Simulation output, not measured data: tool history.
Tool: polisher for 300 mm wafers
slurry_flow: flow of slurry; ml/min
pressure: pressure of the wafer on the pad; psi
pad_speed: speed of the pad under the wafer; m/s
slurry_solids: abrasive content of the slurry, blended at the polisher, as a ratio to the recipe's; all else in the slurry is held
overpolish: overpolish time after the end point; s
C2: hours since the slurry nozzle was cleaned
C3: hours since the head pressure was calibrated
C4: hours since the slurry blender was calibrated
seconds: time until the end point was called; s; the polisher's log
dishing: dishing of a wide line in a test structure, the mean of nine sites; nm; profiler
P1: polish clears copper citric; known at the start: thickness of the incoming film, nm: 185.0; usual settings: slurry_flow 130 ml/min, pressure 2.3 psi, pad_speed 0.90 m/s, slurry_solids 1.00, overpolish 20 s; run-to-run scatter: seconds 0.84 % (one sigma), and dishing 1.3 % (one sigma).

{"run": 1, "hour": 4.9, "slurry_flow": 130, "pressure": 2.3, "pad_speed": 0.9, "slurry_solids": 1.0, "overpolish": 20, "wafers polished on this pad": 574, "C2": 518.6, "C3": 891.2, "C4": 132.4, "seconds": 128.9, "dishing": 20.682}
{"run": 2, "hour": 11.3, "slurry_flow": 130, "pressure": 2.3, "pad_speed": 0.9, "slurry_solids": 0.55, "overpolish": 38, "wafers polished on this pad": 625, "C2": 525.0, "C3": 897.6, "C4": 138.8, "seconds": 147.09, "dishing": 33.594}
{"hour": 11.6, "done": "slurry nozzle cleaned"}
{"run": 3, "hour": 16.9, "slurry_flow": 130, "pressure": 2.3, "pad_speed": 1.36, "slurry_solids": 1.0, "overpolish": 20, "wafers polished on this pad": 669, "C2": 5.4, "C3": 903.2, "C4": 144.4, "seconds": 85.823, "dishing": 29.244}
{"run": 4, "hour": 20.6, "slurry_flow": 185, "pressure": 2.3, "pad_speed": 0.9, "slurry_solids": 1.0, "overpolish": 20, "wafers polished on this pad": 699, "C2": 9.1, "C3": 906.9, "C4": 148.1, "seconds": 122.39, "dishing": 22.006}
{"run": 5, "hour": 26.1, "slurry_flow": 130, "pressure": 2.3, "pad_speed": 0.9, "slurry_solids": 1.0, "overpolish": 20, "wafers polished on this pad": 742, "C2": 14.6, "C3": 912.4, "C4": 153.6, "seconds": 128.82, "dishing": 20.778}
{"hour": 27.2, "done": "slurry blender recalibrated"}
{"run": 6, "hour": 30.5, "slurry_flow": 130, "pressure": 2.3, "pad_speed": 0.44, "slurry_solids": 1.0, "overpolish": 20, "wafers polished on this pad": 777, "C2": 19.0, "C3": 916.8, "C4": 3.3, "seconds": 255.21, "dishing": 11.051}
{"run": 7, "hour": 34.3, "slurry_flow": 130, "pressure": 2.3, "pad_speed": 0.9, "slurry_solids": 1.0, "overpolish": 20, "wafers polished on this pad": 808, "C2": 22.8, "C3": 920.6, "C4": 7.1, "seconds": 126.59, "dishing": 20.655}
{"run": 8, "hour": 38.7, "slurry_flow": 130, "pressure": 2.3, "pad_speed": 0.9, "slurry_solids": 1.35, "overpolish": 20, "wafers polished on this pad": 843, "C2": 27.2, "C3": 925.0, "C4": 11.5, "seconds": 121.47, "dishing": 21.816}
{"run": 9, "hour": 42.2, "slurry_flow": 130, "pressure": 3.4, "pad_speed": 0.9, "slurry_solids": 1.0, "overpolish": 20, "wafers polished on this pad": 870, "C2": 30.7, "C3": 928.5, "C4": 15.0, "seconds": 88.191, "dishing": 29.744}
{"run": 10, "hour": 48.6, "slurry_flow": 130, "pressure": 2.3, "pad_speed": 0.9, "slurry_solids": 1.0, "overpolish": 20, "wafers polished on this pad": 921, "C2": 37.1, "C3": 934.9, "C4": 21.4, "seconds": 130.03, "dishing": 20.586}
{"run": 11, "hour": 52.9, "slurry_flow": 185, "pressure": 2.3, "pad_speed": 0.9, "slurry_solids": 1.3, "overpolish": 20, "wafers polished on this pad": 956, "C2": 41.4, "C3": 939.2, "C4": 25.7, "seconds": 116.01, "dishing": 22.21}
{"run": 12, "hour": 55.8, "slurry_flow": 130, "pressure": 2.3, "pad_speed": 0.9, "slurry_solids": 0.55, "overpolish": 20, "wafers polished on this pad": 979, "C2": 44.3, "C3": 942.1, "C4": 28.6, "seconds": 143.64, "dishing": 18.701}
{"run": 13, "hour": 60.4, "slurry_flow": 130, "pressure": 2.3, "pad_speed": 0.9, "slurry_solids": 1.0, "overpolish": 40, "wafers polished on this pad": 1015, "C2": 48.9, "C3": 946.7, "C4": 33.2, "seconds": 128.04, "dishing": 38.431}
{"run": 14, "hour": 63.5, "slurry_flow": 130, "pressure": 2.3, "pad_speed": 0.9, "slurry_solids": 1.0, "overpolish": 6, "wafers polished on this pad": 1040, "C2": 52.0, "C3": 949.8, "C4": 36.3, "seconds": 129.45, "dishing": 6.4994}
{"run": 15, "hour": 67.7, "slurry_flow": 130, "pressure": 2.3, "pad_speed": 0.9, "slurry_solids": 1.0, "overpolish": 20, "wafers polished on this pad": 1073, "C2": 56.2, "C3": 954.0, "C4": 40.5, "seconds": 128.38, "dishing": 20.271}
{"run": 16, "hour": 71.5, "slurry_flow": 130, "pressure": 1.1, "pad_speed": 0.9, "slurry_solids": 1.0, "overpolish": 20, "wafers polished on this pad": 1103, "C2": 60.0, "C3": 957.8, "C4": 44.3, "seconds": 259.76, "dishing": 10.619}
{"run": 17, "hour": 76.0, "slurry_flow": 130, "pressure": 3.0, "pad_speed": 0.9, "slurry_solids": 1.0, "overpolish": 6, "wafers polished on this pad": 1139, "C2": 64.5, "C3": 962.3, "C4": 48.8, "seconds": 100.77, "dishing": 8.5379}
{"run": 18, "hour": 82.1, "slurry_flow": 130, "pressure": 2.3, "pad_speed": 0.9, "slurry_solids": 1.0, "overpolish": 20, "wafers polished on this pad": 1188, "C2": 70.6, "C3": 968.4, "C4": 54.9, "seconds": 128.98, "dishing": 21.0}

Forecast run 19:
{"run": 19, "hour": 87.9, "slurry_flow": 80, "pressure": 2.3, "pad_speed": 0.9, "slurry_solids": 1.0, "overpolish": 20, "wafers polished on this pad": 1234, "C2": 76.4, "C3": 974.2, "C4": 60.7, "seconds": "?", "dishing": "?"}

seconds: 145.910 s
dishing: 18.5030 nm
